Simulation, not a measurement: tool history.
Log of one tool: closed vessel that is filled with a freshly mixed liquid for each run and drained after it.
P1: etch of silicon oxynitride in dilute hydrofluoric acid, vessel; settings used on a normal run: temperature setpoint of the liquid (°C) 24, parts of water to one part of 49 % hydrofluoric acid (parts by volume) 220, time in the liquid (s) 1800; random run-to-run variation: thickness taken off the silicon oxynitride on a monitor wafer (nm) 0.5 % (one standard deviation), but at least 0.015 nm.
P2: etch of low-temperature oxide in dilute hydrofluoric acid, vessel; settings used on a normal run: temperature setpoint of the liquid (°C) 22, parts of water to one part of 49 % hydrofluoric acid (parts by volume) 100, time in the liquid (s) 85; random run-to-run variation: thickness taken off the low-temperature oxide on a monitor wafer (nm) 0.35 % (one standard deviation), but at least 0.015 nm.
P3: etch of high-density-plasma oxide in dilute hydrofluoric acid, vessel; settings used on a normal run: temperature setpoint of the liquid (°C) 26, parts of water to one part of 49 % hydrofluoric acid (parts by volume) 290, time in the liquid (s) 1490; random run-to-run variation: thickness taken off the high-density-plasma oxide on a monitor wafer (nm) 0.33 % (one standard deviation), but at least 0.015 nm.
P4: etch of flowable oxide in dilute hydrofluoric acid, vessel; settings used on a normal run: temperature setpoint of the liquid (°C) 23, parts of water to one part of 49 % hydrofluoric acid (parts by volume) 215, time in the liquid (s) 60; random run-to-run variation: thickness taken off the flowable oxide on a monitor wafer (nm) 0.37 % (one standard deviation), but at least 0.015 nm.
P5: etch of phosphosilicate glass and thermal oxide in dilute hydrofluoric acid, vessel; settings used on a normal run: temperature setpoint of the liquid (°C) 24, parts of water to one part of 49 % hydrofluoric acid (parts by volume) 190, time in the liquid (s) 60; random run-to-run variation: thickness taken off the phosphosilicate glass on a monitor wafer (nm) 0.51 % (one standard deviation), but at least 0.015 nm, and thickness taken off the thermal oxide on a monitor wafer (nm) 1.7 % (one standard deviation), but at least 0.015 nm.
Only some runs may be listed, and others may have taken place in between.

run,hour,process that ran,temperature setpoint of the liquid (°C),parts of water to one part of 49 % hydrofluoric acid (parts by volume),time in the liquid (s),hours since the thermometer was replaced,hours since the hydrofluoric acid flow meter was replaced,thickness taken off the silicon oxynitride on a monitor wafer (nm),thickness taken off the low-temperature oxide on a monitor wafer (nm),thickness taken off the flowable oxide on a monitor wafer (nm),thickness taken off the phosphosilicate glass on a monitor wafer (nm),thickness taken off the thermal oxide on a monitor wafer (nm),thickness taken off the high-density-plasma oxide on a monitor wafer (nm)
1,15.8,P1,24,220,1800,673.2,697.8,11.315,,,,,
2,25.4,P2,22,100,40,682.8,707.4,,4.2334,,,,
3,40.5,P4,23,35,60,697.9,722.5,,,60.033,,,
4,47.9,P5,24,60,60,705.3,729.9,,,,108.58,4.9219,
5,62.8,P5,24,190,30,720.2,744.8,,,,14.724,0.67893,
6,79,P1,30.5,220,1800,736.4,761,14.955,,,,,
7,89.8,P5,24,190,60,747.2,771.8,,,,29.146,1.4013,
8,99.6,P2,17.5,100,85,757,781.6,,7.4518,,,,
9,113.4,P1,24,220,1800,770.8,795.4,11.467,,,,,
10,122.4,P1,24,220,3025,779.8,804.4,19.069,,,,,
11,137.9,P1,27.5,90,1800,795.3,819.9,36.393,,,,,
12,153.2,P1,24,80,3530,810.6,835.2,68.827,,,,,
13,163.7,P4,17,215,60,821.1,845.7,,,6.3089,,,
14,176.6,P2,22,100,85,834,858.6,,8.9555,,,,
15,184.3,P1,24,365,1800,841.7,866.3,6.2677,,,,,
16,197.1,P1,17,220,1800,854.5,879.1,8.3156,,,,,
17,211.1,P3,26,290,1490,868.5,893.1,,,,,,24.917
18,221.7,P3,26,50,1490,879.1,903.7,,,,,,192.14
19,235,P4,23,215,85,892.4,917,,,11.261,,,
20,250,P5,17,190,60,907.4,932,,,,22.248,1.0593,
21,265.4,P3,26,290,2195,922.8,947.4,,,,,,36.802
22,274.1,P4,23,215,60,931.5,956.1,,,7.9733,,,
23,281.9,P1,24,220,1800,939.3,963.9,11.388,,,,,
24,289.2,P5,24,190,60,946.6,971.2,,,,29.267,1.3733,
25,296.8,P1,24,220,1800,954.2,978.8,11.438,,,,,
26,307.6,P1,24,220,965,965,989.6,6.0844,,,,,
27,318.6,P1,24,115,1800,976,1000.6,23.612,,,,,
28,333.8,P2,22,30,85,991.2,1015.8,,32.68,,,,
29,344.5,P3,30,290,1490,1001.9,1026.5,,,,,,28.702
30,356.1,P1,24,220,1800,1013.5,1038.1,11.487,,,,,
31,372.3,P1,24,220,1800,1029.7,1054.3,11.844,,,,,
32,388.2,P1,24,220,1800,1045.6,1070.2,12.12,,,,,
33,398.9,P1,24,220,1800,1056.3,1080.9,12.251,,,,,
34,410.3,P1,24,220,1800,1067.7,1092.3,12.159,,,,,
35,422.7,P1,24,220,1800,1080.1,1104.7,12.224,,,,,
36,435.5,P1,24,220,1800,1092.9,1117.5,12.273,,,,,
37,450.9,P1,24,220,1800,1108.3,1132.9,12.295,,,,,
38,462.3,P1,24,220,1800,1119.7,1144.3,12.321,,,,,
39,473.3,P1,24,220,1800,1130.7,1155.3,12.366,,,,,

Something has made what P1 gives creep away from where it was; the 2 causes below, each at its own stated size, fit the log equally well:
A: liquid hotter than its thermometer reads (K) = 1.79
B: hydrofluoric acid flow above the setpoint (%) = 6.97
The creep began at about hour 356.1.

The check runs listed below each take one wafer, and their results are still question marks. Under which run would the listed causes lead to clearly different results?
check 1,484.3,P4,17,50,60,,,,,?,,,
check 2,484.3,P5,20,65,60,,,,,,?,?,
check 3,484.3,P2,22,55,85,,,,?,,,,
check 4,484.3,P3,29.5,290,1490,,,,,,,,?

Check results expected under each cause:
check,result,if A,if B
check 1,thickness taken off the flowable oxide on a monitor wafer (nm),34.53,34.315
check 2,thickness taken off the phosphosilicate glass on a monitor wafer (nm),90.926,90.724
check 2,thickness taken off the thermal oxide on a monitor wafer (nm),4.2704,4.2609
check 3,thickness taken off the low-temperature oxide on a monitor wafer (nm),18.594,18.553
check 4,thickness taken off the high-density-plasma oxide on a monitor wafer (nm),29.76,30.686
How far apart the two closest causes lie, in the result that separates them most: check 1 0.62 %; check 2 0.22 %; check 3 0.22 %; check 4 3.06 %
Check 4 tells the causes apart: in the others they would give nearly the same result.

Check 4 was then run and gave: thickness taken off the high-density-plasma oxide on a monitor wafer (nm) 30.746. Which cause is it?

B is the cause: hydrofluoric acid flow above the setpoint (%).
